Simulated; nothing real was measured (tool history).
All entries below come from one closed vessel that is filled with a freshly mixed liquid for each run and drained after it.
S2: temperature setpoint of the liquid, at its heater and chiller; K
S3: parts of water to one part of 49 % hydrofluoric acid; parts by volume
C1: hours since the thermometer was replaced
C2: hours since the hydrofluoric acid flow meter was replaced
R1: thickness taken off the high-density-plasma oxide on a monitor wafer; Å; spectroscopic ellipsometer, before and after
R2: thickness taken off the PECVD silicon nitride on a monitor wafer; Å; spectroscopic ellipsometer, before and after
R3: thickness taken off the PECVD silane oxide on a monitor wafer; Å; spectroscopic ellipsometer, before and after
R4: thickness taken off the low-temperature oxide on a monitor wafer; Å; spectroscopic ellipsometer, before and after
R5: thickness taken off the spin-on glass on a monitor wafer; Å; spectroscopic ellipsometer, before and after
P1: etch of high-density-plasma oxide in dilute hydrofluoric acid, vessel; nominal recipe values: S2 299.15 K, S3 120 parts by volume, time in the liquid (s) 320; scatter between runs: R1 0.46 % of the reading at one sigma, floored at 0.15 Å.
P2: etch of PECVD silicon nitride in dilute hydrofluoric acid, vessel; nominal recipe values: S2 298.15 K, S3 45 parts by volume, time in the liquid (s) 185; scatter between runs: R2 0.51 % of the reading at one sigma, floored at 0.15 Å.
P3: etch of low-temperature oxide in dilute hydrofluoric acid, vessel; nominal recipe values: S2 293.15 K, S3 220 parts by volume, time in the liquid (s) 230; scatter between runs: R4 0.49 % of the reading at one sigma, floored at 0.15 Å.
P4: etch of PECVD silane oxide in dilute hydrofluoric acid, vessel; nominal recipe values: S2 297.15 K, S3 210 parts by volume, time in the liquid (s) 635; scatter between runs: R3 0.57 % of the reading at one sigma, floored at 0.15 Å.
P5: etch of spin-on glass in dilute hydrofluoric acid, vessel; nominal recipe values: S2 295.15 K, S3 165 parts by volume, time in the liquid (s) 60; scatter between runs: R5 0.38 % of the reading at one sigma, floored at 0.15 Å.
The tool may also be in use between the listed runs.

run 1 day=0.162 | process_that_ran=P1 S2=299.15 S3=120 time_in_the_liquid_(s)=320 | C1=1784.6 C2=514.0 | R1=231.830
run 2 day=0.321 | process_that_ran=P1 S2=299.15 S3=120 time_in_the_liquid_(s)=320 | C1=1788.4 C2=517.8 | R1=233.770
run 3 day=0.533 | process_that_ran=P2 S2=298.15 S3=45 time_in_the_liquid_(s)=30 | C1=1793.5 C2=522.9 | R2=26.422
run 4 day=0.675 | process_that_ran=P4 S2=290.15 S3=210 time_in_the_liquid_(s)=635 | C1=1796.9 C2=526.3 | R3=343.18
run 5 day=0.821 | process_that_ran=P1 S2=299.15 S3=120 time_in_the_liquid_(s)=625 | C1=1800.4 C2=529.8 | R1=457.300
run 6 day=0.962 | process_that_ran=P3 S2=293.15 S3=85 time_in_the_liquid_(s)=230 | C1=1803.8 C2=533.2 | R4=814.32
run 7 day=1.154 | process_that_ran=P1 S2=299.15 S3=35 time_in_the_liquid_(s)=100 | C1=1808.4 C2=537.8 | R1=278.100
run 8 day=1.321 | process_that_ran=P1 S2=304.65 S3=120 time_in_the_liquid_(s)=320 | C1=1812.4 C2=541.8 | R1=286.550
run 9 day=1.471 | process_that_ran=P1 S2=292.65 S3=120 time_in_the_liquid_(s)=320 | C1=1816.0 C2=545.4 | R1=180.670
run 10 day=1.596 | process_that_ran=P4 S2=297.15 S3=95 time_in_the_liquid_(s)=635 | C1=1819.0 C2=548.4 | R3=1112.90
run 11 day=1.704 | process_that_ran=P4 S2=297.15 S3=210 time_in_the_liquid_(s)=635 | C1=1821.6 C2=551.0 | R3=449.76
run 12 day=1.862 | process_that_ran=P3 S2=293.15 S3=220 time_in_the_liquid_(s)=30 | C1=1825.4 C2=554.8 | R4=35.80
run 13 day=2.046 | process_that_ran=P5 S2=290.15 S3=165 time_in_the_liquid_(s)=60 | C1=1829.8 C2=559.2 | R5=75.164
run 14 day=2.204 | process_that_ran=P4 S2=297.15 S3=210 time_in_the_liquid_(s)=260 | C1=1833.6 C2=563.0 | R3=182.66
run 15 day=2.362 | process_that_ran=P2 S2=306.15 S3=45 time_in_the_liquid_(s)=185 | C1=1837.4 C2=566.8 | R2=268.500
run 16 day=2.538 | process_that_ran=P1 S2=299.15 S3=120 time_in_the_liquid_(s)=150 | C1=1841.6 C2=571.0 | R1=109.250
run 17 day=2.646 | process_that_ran=P1 S2=299.15 S3=120 time_in_the_liquid_(s)=320 | C1=1844.2 C2=573.6 | R1=234.430
run 18 day=2.804 | process_that_ran=P1 S2=299.15 S3=200 time_in_the_liquid_(s)=320 | C1=1848.0 C2=577.4 | R1=127.220
run 19 day=2.988 | process_that_ran=P3 S2=298.65 S3=220 time_in_the_liquid_(s)=230 | C1=1852.4 C2=581.8 | R4=335.01
run 20 day=3.146 | process_that_ran=P1 S2=299.15 S3=120 time_in_the_liquid_(s)=320 | C1=1856.2 C2=585.6 | R1=234.230
run 21 day=3.388 | process_that_ran=P1 S2=295.15 S3=210 time_in_the_liquid_(s)=320 | C1=1862.0 C2=591.4 | R1=102.220
run 22 day=3.508 | process_that_ran=P1 S2=299.15 S3=120 time_in_the_liquid_(s)=320 | C1=1864.9 C2=594.3 | R1=233.650
run 23 day=3.729 | process_that_ran=P1 S2=306.65 S3=120 time_in_the_liquid_(s)=100 | C1=1870.2 C2=599.6 | R1=96.108
run 24 day=3.883 | process_that_ran=P1 S2=299.15 S3=35 time_in_the_liquid_(s)=320 | C1=1873.9 C2=603.3 | R1=894.690
run 25 day=4.096 | process_that_ran=P5 S2=295.15 S3=165 time_in_the_liquid_(s)=60 | C1=1879.0 C2=608.4 | R5=91.823
-- day=4.171 thermometer replaced
run 26 day=4.279 | process_that_ran=P2 S2=298.15 S3=75 time_in_the_liquid_(s)=185 | C1=2.6 C2=612.8 | R2=98.476
run 27 day=4.462 | process_that_ran=P3 S2=293.15 S3=220 time_in_the_liquid_(s)=230 | C1=7.0 C2=617.2 | R4=273.17
run 28 day=4.688 | process_that_ran=P2 S2=298.15 S3=45 time_in_the_liquid_(s)=185 | C1=12.4 C2=622.6 | R2=161.790

Predict the results of run 29:
run 29 day=4.842 | process_that_ran=P3 S2=293.15 S3=220 time_in_the_liquid_(s)=230 | C1=16.1 C2=626.3 | R4=?

{"run 29": {"R4": 273.3}}

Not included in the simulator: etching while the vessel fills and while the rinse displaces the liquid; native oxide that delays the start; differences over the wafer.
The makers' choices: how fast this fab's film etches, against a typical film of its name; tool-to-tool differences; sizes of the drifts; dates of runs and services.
